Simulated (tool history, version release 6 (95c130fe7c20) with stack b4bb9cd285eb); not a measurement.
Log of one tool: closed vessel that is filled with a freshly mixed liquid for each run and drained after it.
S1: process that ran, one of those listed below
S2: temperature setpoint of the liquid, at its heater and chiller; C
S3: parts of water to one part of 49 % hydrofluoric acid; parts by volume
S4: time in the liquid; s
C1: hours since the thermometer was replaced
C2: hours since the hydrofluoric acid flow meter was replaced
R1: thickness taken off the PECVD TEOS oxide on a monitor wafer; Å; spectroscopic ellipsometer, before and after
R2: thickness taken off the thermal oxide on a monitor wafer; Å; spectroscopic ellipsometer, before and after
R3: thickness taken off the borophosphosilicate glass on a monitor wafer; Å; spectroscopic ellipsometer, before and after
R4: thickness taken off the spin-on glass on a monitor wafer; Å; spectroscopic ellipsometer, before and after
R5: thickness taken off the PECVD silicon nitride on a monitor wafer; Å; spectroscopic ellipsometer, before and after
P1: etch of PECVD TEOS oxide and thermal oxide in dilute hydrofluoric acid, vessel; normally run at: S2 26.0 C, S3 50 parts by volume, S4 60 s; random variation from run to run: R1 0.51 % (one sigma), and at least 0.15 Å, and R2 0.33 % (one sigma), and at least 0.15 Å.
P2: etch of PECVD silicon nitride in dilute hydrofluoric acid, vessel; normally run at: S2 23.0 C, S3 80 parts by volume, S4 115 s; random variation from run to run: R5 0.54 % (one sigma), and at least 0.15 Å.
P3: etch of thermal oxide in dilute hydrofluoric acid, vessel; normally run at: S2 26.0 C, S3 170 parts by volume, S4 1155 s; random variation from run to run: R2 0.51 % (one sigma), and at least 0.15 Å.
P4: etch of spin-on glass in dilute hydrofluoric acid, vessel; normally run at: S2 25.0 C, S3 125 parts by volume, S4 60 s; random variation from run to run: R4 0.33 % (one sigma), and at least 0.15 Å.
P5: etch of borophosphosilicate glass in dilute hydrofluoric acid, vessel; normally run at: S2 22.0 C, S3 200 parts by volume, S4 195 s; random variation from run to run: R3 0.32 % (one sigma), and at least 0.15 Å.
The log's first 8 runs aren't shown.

run 9 hour=59.1 | S1=P5 S2=27.5 S3=200 S4=195 | C1=820.6 C2=240.8 | R3=484.570
run 10 hour=66.0 | S1=P4 S2=25.0 S3=125 S4=60 | C1=827.5 C2=247.7 | R4=208.81
run 11 hour=70.8 | S1=P2 S2=23.0 S3=80 S4=45 | C1=832.3 C2=252.5 | R5=18.449
run 12 hour=76.9 | S1=P2 S2=17.0 S3=80 S4=115 | C1=838.4 C2=258.6 | R5=31.801
run 13 hour=83.8 | S1=P2 S2=23.0 S3=140 S4=115 | C1=845.3 C2=265.5 | R5=27.522
run 14 hour=89.4 | S1=P5 S2=22.0 S3=200 S4=195 | C1=850.9 C2=271.1 | R3=394.820
run 15 hour=94.4 | S1=P1 S2=26.0 S3=50 S4=60 | C1=855.9 C2=276.1 | R1=336.60 R2=67.704
run 16 hour=102.2 | S1=P1 S2=26.0 S3=50 S4=60 | C1=863.7 C2=283.9 | R1=337.29 R2=66.795
run 17 hour=111.8 | S1=P3 S2=26.0 S3=90 S4=1155 | C1=873.3 C2=293.5 | R2=662.740
run 18 hour=119.7 | S1=P1 S2=26.0 S3=85 S4=60 | C1=881.2 C2=301.4 | R1=186.95 R2=37.473
run 19 hour=129.9 | S1=P3 S2=26.0 S3=170 S4=1155 | C1=891.4 C2=311.6 | R2=320.490
run 20 hour=137.9 | S1=P4 S2=25.0 S3=125 S4=30 | C1=899.4 C2=319.6 | R4=104.27

Run 21 comes next. What will it give?
run 21 hour=146.5 | S1=P3 S2=26.0 S3=170 S4=1155 | C1=908.0 C2=328.2 | R2=?

{"run 21": {"R2": 317.49}}
